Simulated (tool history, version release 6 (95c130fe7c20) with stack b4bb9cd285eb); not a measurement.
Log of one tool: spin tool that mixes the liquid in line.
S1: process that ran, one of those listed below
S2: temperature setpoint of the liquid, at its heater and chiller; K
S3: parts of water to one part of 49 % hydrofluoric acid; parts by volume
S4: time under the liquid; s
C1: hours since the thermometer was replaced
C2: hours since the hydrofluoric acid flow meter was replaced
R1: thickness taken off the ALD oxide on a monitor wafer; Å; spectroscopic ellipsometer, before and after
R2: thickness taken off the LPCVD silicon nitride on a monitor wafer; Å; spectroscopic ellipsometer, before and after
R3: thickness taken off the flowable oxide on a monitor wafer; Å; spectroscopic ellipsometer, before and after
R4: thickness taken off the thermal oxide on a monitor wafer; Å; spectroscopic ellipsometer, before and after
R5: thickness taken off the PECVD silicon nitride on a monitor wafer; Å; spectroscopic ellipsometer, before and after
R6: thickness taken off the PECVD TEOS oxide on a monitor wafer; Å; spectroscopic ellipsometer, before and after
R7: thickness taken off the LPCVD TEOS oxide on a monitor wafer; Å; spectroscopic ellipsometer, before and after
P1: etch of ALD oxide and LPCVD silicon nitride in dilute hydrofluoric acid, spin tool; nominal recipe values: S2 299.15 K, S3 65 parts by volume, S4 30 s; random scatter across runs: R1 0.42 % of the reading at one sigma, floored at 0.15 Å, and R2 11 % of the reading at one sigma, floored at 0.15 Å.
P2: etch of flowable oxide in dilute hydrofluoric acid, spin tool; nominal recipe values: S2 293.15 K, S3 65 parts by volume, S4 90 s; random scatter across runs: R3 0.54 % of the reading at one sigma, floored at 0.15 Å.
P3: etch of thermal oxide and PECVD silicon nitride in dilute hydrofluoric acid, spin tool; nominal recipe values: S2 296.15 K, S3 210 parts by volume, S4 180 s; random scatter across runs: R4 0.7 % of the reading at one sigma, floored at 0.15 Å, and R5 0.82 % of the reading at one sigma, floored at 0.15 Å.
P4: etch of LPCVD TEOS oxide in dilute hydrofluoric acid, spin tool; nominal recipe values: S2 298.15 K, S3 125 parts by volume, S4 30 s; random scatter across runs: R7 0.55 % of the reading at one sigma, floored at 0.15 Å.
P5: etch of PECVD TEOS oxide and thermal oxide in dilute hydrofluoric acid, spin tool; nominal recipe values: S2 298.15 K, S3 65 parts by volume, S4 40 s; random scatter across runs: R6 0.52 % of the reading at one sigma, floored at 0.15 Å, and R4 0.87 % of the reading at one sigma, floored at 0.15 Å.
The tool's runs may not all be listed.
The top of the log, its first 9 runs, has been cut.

run     day  S1      S2   S3   S4      C1     C2      R1       R2      R3      R4      R5      R6      R7
 10   5.429  P3  296.15  210  180  1581.1  475.5                           35.643  27.709
 11   6.158  P1  299.15   65   30  1598.6    493  142.41   2.3307
 12   6.775  P5  298.15   65   40  1613.4  507.8                            30.99          193.96
 13   7.171  P1  299.15   65   45  1622.9  517.3  212.66   3.6363
 14   7.588  P4  298.15  125   30  1632.9  527.3                                                    140.9
 15   8.212  P1  299.15   65   30  1647.9  542.3  140.96   2.5272
 16   8.704  P1  299.15   20   30  1659.7  554.1   489.6    8.207
 17   9.075  P1  299.15   65   30  1668.6    563   141.3   2.4358
 18   9.538  P5  298.15   65   15  1679.7  574.1                            11.63          73.364
 19  10.038  P1  299.15   95   30  1691.7  586.1  92.764   1.5508
 20    10.4  P2  293.15   65  150  1700.4  594.8                   485.46
     11.038  -- hydrofluoric acid flow meter replaced
 21  11.088  P4  298.15  220   30  1716.9    1.2                                                   72.765
 22    11.6  P3  296.15  210  345  1729.2   13.5                           68.532  52.674
 23    12.2  P1  302.65   65   30  1743.6   27.9  163.03   2.6202
 24  12.821  P4  298.15  125   30  1758.5   42.8                                                   141.95
 25  13.154  P5  293.15   65   40  1766.5   50.8                           25.135          157.63
 26  13.779  P3  296.15   60  180  1781.5   65.8                            149.2  94.761
 27  14.362  P4  292.65  125   30  1795.5   79.8                                                   115.98
 28  14.975  P4  298.15  125   45  1810.2   94.5                                                   214.63
 29  15.567  P1  299.15   65   15  1824.4  108.7  70.803  0.99645
 30  16.129  P2  293.15  100   90  1837.9  122.2                   182.16

Predict the results of run 31:
 31  16.738  P1  299.15  65  30  1852.5  136.8   ?   ?

R1: 141.65 Å
R2: 2.3063 Å

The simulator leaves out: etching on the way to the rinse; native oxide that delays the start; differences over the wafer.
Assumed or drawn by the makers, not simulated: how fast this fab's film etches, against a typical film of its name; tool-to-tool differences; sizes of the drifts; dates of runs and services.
